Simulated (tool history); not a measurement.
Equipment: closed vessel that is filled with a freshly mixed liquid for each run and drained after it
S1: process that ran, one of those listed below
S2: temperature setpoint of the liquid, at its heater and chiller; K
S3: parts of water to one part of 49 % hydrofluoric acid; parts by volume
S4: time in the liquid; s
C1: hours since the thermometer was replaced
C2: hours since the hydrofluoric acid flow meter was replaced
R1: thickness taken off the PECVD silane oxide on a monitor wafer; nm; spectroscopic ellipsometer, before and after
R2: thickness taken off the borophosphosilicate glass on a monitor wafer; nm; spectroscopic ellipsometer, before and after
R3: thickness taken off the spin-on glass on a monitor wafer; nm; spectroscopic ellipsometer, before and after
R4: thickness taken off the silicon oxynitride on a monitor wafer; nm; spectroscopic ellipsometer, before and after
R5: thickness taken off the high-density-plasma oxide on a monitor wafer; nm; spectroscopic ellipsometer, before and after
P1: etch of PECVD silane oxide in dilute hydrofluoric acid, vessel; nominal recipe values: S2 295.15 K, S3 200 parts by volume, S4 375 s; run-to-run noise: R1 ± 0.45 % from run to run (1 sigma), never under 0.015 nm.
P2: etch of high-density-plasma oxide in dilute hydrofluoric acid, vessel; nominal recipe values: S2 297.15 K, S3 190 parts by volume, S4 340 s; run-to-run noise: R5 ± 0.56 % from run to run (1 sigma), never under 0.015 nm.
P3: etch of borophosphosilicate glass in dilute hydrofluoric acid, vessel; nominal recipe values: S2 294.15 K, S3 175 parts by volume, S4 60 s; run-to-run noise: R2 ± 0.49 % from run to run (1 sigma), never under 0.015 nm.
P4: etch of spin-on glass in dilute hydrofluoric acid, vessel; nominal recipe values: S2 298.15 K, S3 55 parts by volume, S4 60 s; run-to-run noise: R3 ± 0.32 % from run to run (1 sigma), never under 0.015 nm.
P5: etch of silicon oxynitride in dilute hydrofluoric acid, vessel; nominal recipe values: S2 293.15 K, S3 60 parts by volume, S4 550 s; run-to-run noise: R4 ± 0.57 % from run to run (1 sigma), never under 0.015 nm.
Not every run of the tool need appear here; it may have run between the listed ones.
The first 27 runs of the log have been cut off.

run 28 day=5.646 | S1=P3 S2=294.15 S3=175 S4=60 | C1=482.9 C2=754.7 | R2=17.2250
run 29 day=5.862 | S1=P4 S2=298.15 S3=55 S4=30 | C1=488.1 C2=759.9 | R3=22.322
run 30 day=6.062 | S1=P4 S2=298.15 S3=55 S4=60 | C1=492.9 C2=764.7 | R3=44.739
run 31 day=6.267 | S1=P3 S2=294.15 S3=175 S4=60 | C1=497.8 C2=769.6 | R2=17.1140
run 32 day=6.525 | S1=P5 S2=293.15 S3=60 S4=550 | C1=504.0 C2=775.8 | R4=12.531
run 33 day=6.683 | S1=P1 S2=295.15 S3=200 S4=375 | C1=507.8 C2=779.6 | R1=28.558
run 34 day=6.833 | S1=P1 S2=295.15 S3=200 S4=375 | C1=511.4 C2=783.2 | R1=28.891
run 35 day=7.062 | S1=P1 S2=295.15 S3=200 S4=375 | C1=516.9 C2=788.7 | R1=29.568
run 36 day=7.262 | S1=P1 S2=295.15 S3=200 S4=375 | C1=521.7 C2=793.5 | R1=29.720
run 37 day=7.508 | S1=P1 S2=295.15 S3=200 S4=375 | C1=527.6 C2=799.4 | R1=30.175
run 38 day=7.688 | S1=P1 S2=295.15 S3=200 S4=375 | C1=531.9 C2=803.7 | R1=30.179
run 39 day=7.879 | S1=P1 S2=295.15 S3=200 S4=375 | C1=536.5 C2=808.3 | R1=30.454
run 40 day=8.017 | S1=P1 S2=295.15 S3=200 S4=375 | C1=539.8 C2=811.6 | R1=30.408

For run 41, what comes out?
run 41 day=8.262 | S1=P1 S2=295.15 S3=200 S4=375 | C1=545.7 C2=817.5 | R1=?

{"run 41": {"R1": 30.783}}
